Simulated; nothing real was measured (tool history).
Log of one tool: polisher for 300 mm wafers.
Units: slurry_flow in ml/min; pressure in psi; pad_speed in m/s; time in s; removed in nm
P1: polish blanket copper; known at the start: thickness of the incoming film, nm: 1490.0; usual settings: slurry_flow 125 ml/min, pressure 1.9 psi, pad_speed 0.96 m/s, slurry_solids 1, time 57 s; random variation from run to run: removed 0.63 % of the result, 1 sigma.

run	hour	slurry_flow	pressure	pad_speed	slurry_solids	time	wafers polished on this pad	hours since the slurry nozzle was cleaned	hours since the head pressure was calibrated	hours since the slurry blender was calibrated	removed
1	5.5	125	1.9	0.96	1	57	854	204.3	1037.8	72.1	98.477
2	12.2	125	1	0.96	1	57	941	211	1044.5	78.8	51.336
3	17.4	125	1.9	1.46	1	57	1008	216.2	1049.7	84	148.58
4	25	200	1.9	0.96	1	57	1106	223.8	1057.3	91.6	105.13
5	31.4	125	1.9	1.2	1	86	1188	230.2	1063.7	98	184.07
6	36.9	125	1.9	0.44	1	57	1259	235.7	1069.2	103.5	44.358
7	40.7	125	1.9	0.96	1	86	1308	239.5	1073	107.3	147.5
# hour 45.2: slurry blender recalibrated
8	46	125	1.9	0.96	1	57	1377	244.8	1078.3	0.9	99.298
9	52.8	125	2.6	0.96	1	57	1465	251.6	1085.1	7.7	134.13
10	59.9	190	2.8	0.96	1	57	1556	258.7	1092.2	14.8	154.8
11	64.3	125	1.9	0.96	0.5	57	1613	263.1	1096.6	19.2	84.26
12	69.8	75	1.9	0.96	1	57	1684	268.6	1102.1	24.7	85.138
13	73.7	125	1.9	0.96	1	32	1734	272.5	1106	28.6	54.701
14	80.1	125	1.9	0.96	1	57	1817	278.9	1112.4	35	97.368
15	84	125	1.9	0.96	1	57	1867	282.8	1116.3	38.9	97.946
16	87.6	125	1.9	0.96	1.45	57	1914	286.4	1119.9	42.5	105.45
17	95.3	125	1.9	0.96	1	57	2013	294.1	1127.6	50.2	96.857
18	101.4	125	1.9	0.96	1	57	2092	300.2	1133.7	56.3	96.328
19	105	125	1.9	0.96	1	57	2138	303.8	1137.3	59.9	93.895
20	110.5	125	1.9	0.96	1	57	2209	309.3	1142.8	65.4	90.933

Forecast run 21:
21	116.9	125	1.9	0.96	1	57	2292	315.7	1149.2	71.8	?

removed: 88.651 nm
